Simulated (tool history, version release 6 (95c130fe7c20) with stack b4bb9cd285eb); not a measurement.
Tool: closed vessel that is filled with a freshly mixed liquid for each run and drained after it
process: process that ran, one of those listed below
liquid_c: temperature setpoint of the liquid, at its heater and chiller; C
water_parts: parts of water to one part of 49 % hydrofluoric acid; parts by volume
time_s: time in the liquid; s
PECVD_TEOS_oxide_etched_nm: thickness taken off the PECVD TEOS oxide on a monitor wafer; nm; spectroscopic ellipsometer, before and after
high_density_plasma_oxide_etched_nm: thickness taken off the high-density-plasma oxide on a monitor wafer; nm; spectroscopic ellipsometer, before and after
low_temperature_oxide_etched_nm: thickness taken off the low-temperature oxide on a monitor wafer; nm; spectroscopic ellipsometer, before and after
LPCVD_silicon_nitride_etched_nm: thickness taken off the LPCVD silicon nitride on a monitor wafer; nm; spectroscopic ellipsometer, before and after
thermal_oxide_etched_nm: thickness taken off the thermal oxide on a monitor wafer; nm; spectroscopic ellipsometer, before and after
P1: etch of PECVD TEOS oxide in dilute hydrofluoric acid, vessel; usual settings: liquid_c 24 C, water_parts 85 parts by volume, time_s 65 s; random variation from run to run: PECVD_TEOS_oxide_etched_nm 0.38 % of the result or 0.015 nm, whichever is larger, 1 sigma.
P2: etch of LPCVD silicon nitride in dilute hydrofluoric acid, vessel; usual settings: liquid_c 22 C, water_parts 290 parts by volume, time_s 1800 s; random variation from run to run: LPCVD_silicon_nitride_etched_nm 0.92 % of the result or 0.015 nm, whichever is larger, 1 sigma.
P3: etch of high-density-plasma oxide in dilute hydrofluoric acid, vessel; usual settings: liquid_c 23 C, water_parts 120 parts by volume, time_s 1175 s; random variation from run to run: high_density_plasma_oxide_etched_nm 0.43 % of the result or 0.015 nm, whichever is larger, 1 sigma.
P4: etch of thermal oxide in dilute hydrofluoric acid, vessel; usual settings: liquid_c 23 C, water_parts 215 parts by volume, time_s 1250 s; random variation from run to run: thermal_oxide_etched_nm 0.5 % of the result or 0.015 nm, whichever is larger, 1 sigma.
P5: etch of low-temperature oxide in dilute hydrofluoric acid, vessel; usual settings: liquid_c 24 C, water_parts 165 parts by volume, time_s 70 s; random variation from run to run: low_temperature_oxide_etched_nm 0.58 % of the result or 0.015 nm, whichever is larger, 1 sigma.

run	hour	process	liquid_c	water_parts	time_s	hours since the thermometer was replaced	hours since the hydrofluoric acid flow meter was replaced	PECVD_TEOS_oxide_etched_nm	high_density_plasma_oxide_etched_nm	low_temperature_oxide_etched_nm	LPCVD_silicon_nitride_etched_nm	thermal_oxide_etched_nm
1	16.6	P1	24	85	65	920.6	1659.3	17.363				
2	31.1	P3	23	120	1870	935.1	1673.8		84.344			
3	40.7	P1	17	85	30	944.7	1683.4	6.0251				
4	50.6	P1	24	85	30	954.6	1693.3	8.0409				
5	59.5	P5	24	165	70	963.5	1702.2			8.0415		
6	69.3	P1	31	85	110	973.3	1712	38.572				
7	84.5	P1	24	140	65	988.5	1727.2	9.9058				
8	97.3	P2	27.5	290	1800	1001.3	1740				3.8944	
9	109.1	P1	31.5	85	65	1013.1	1751.8	23.261				
10	123.2	P4	23	45	1250	1027.2	1765.9					133.91
11	139	P3	23	45	1175	1043	1781.7		154.87			
12	151.9	P1	24	85	65	1055.9	1794.6	17.417				
13	165.4	P1	24	55	65	1069.4	1808.1	28.017				
14	180.7	P2	22	290	1800	1084.7	1823.4				2.8465	
15	189.2	P1	24	145	120	1093.2	1831.9	17.575				
16	204.7	P5	17	165	70	1108.7	1847.4			6.0862		
17	221.9	P1	24	85	65	1125.9	1864.6	17.449				
18	237.6	P2	22	290	2595	1141.6	1880.3				4.1388	
19	249.5	P1	24	85	125	1153.5	1892.2	33.437				
20	257.3	P1	24	85	65	1161.3	1900	17.369				
21	265.6	P3	30	120	1175	1169.6	1908.3		69.637			
22	275.4	P1	20.5	85	65	1179.4	1918.1	15.154				
23	287.2	P1	24	85	65	1191.2	1929.9	17.487				
24	301.4	P3	23	120	1175	1205.4	1944.1		53.383			
25	317.1	P4	17	215	1250	1221.1	1959.8					18.281
26	325.6	P5	24	245	70	1229.6	1968.3			5.0014		
# hour 330.4: hydrofluoric acid flow meter replaced
27	342.2	P1	24	85	65	1246.2	11.9	17.519				
28	355.2	P5	24	165	125	1259.2	24.9			14.474		
29	366.4	P2	22	70	1800	1270.4	36.1				11.396	
30	377.9	P4	23	215	45	1281.9	47.6					0.82699
31	389.6	P4	23	215	1250	1293.6	59.3					23.092
32	406	P3	23	120	1175	1310	75.7		53.219			
33	416.6	P1	24	85	65	1320.6	86.3	17.525				
34	427.7	P1	24	85	65	1331.7	97.4	18.152				
35	439.5	P1	24	85	65	1343.5	109.2	18.45				
36	451.3	P1	24	85	65	1355.3	121	18.717				
37	466.9	P1	24	85	65	1370.9	136.6	18.918				
38	475.6	P1	24	85	65	1379.6	145.3	19.064				
39	488.2	P1	24	85	65	1392.2	157.9	18.974				
40	503.6	P1	24	85	65	1407.6	173.3	19.064				
41	515.7	P1	24	85	65	1419.7	185.4	19.189				

What P1 gives has crept away from where it was. These 2 causes fit the log equally well, each at the size given:
A: hydrofluoric acid flow above the setpoint (%) = 8.59
B: liquid hotter than its thermometer reads (K) = 2.3
The creep began at about hour 416.6.

4 check runs are offered, each on 2 wafers whose results are averaged, their results left as question marks. Which one tells the causes apart?
check 1	527.8	P2	27	290	1800						?	
check 2	527.8	P4	23	55	90							?
check 3	527.8	P3	28	50	1175				?			
check 4	527.8	P5	17	165	70					?		

What each check would give under each cause:
check	result	if A	if B
check 1	LPCVD_silicon_nitride_etched_nm	4.1497	4.3712
check 2	thermal_oxide_etched_nm	8.4868	8.5393
check 3	high_density_plasma_oxide_etched_nm	186.85	187.32
check 4	low_temperature_oxide_etched_nm	6.7226	6.7059
How far apart the two closest causes lie, in the result that separates them most: check 1 5.2 %; check 2 0.62 %; check 3 0.25 %; check 4 0.25 %
Only check 1 tells the causes apart: in the others they would give nearly the same result.

Check 1 was then run and gave: LPCVD_silicon_nitride_etched_nm 4.1378 nm. Which cause is it?

It is A: hydrofluoric acid flow above the setpoint (%).

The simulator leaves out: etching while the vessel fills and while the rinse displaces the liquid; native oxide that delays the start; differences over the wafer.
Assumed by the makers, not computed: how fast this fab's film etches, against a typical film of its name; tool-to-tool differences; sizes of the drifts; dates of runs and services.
